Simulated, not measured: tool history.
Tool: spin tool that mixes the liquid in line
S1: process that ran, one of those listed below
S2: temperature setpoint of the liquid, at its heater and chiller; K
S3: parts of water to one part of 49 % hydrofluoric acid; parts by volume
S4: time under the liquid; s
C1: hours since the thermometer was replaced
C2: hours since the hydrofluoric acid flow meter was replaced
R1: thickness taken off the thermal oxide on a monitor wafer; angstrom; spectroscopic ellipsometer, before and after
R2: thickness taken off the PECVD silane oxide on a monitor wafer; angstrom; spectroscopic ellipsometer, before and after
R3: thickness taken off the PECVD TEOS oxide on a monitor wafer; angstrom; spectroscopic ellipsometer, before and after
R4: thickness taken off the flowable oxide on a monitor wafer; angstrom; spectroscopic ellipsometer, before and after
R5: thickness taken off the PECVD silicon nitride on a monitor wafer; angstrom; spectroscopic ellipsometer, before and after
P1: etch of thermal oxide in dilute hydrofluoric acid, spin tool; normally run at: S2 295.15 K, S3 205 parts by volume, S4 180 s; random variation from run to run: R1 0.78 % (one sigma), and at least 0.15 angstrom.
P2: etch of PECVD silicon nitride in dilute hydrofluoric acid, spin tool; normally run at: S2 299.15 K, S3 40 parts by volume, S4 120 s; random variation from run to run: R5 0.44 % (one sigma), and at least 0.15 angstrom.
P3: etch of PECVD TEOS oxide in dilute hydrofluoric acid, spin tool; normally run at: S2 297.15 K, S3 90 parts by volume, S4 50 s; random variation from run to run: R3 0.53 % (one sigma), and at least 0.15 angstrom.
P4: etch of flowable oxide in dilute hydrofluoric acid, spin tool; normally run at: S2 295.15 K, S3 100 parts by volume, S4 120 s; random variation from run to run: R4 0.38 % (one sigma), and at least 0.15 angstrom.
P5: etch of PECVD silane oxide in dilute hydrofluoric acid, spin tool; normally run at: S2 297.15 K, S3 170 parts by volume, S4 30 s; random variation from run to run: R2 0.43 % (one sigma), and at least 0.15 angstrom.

run	hour	S1	S2	S3	S4	C1	C2	R1	R2	R3	R4	R5
1	3.2	P1	295.15	205	180	495.4	106.3	33.9200				
2	6.8	P5	297.15	85	30	499.0	109.9		108.490			
3	11.1	P1	295.15	360	180	503.3	114.2	16.4410				
4	16.4	P5	297.15	170	30	508.6	119.5		48.809			
5	20.5	P3	303.15	90	50	512.7	123.6			204.170		
6	24.8	P3	297.15	90	15	517.0	127.9			48.215		
7	29.2	P1	295.15	205	20	521.4	132.3	3.7708				
8	33.6	P4	295.15	185	120	525.8	136.7				204.92	
# hour 37.6: thermometer replaced
9	38.9	P1	295.15	205	180	1.4	142.0	33.9920				
10	44.1	P1	295.15	105	180	6.6	147.2	73.3380				
11	49.1	P3	297.15	90	50	11.6	152.2			161.310		
12	54.8	P1	303.15	205	180	17.3	157.9	45.6100				
13	59.9	P1	290.65	205	180	22.4	163.0	28.7970				
14	64.1	P2	299.15	40	120	26.6	167.2					85.372
15	70.2	P4	295.15	100	210	32.7	173.3				727.65	
16	74.3	P1	290.15	55	180	36.8	177.4	121.8200				
17	77.5	P1	295.15	205	180	40.0	180.6	33.9060				
18	80.9	P3	297.15	90	50	43.4	184.0			160.810		
19	84.9	P4	300.65	100	120	47.4	188.0				510.36	
20	90.5	P5	297.15	170	15	53.0	193.6		24.073			
21	94.3	P1	295.15	205	180	56.8	197.4	33.9760				
22	98.0	P5	297.15	170	30	60.5	201.1		49.053			
23	104.3	P5	301.15	170	30	66.8	207.4		57.088			
24	110.5	P1	295.15	205	295	73.0	213.6	56.0300				
25	115.0	P1	290.65	280	180	77.5	218.1	19.4910				

Forecast run 26:
26	119.8	P4	295.15	100	120	82.3	222.9				?	

Run 26 gave R4 413.88 angstrom.
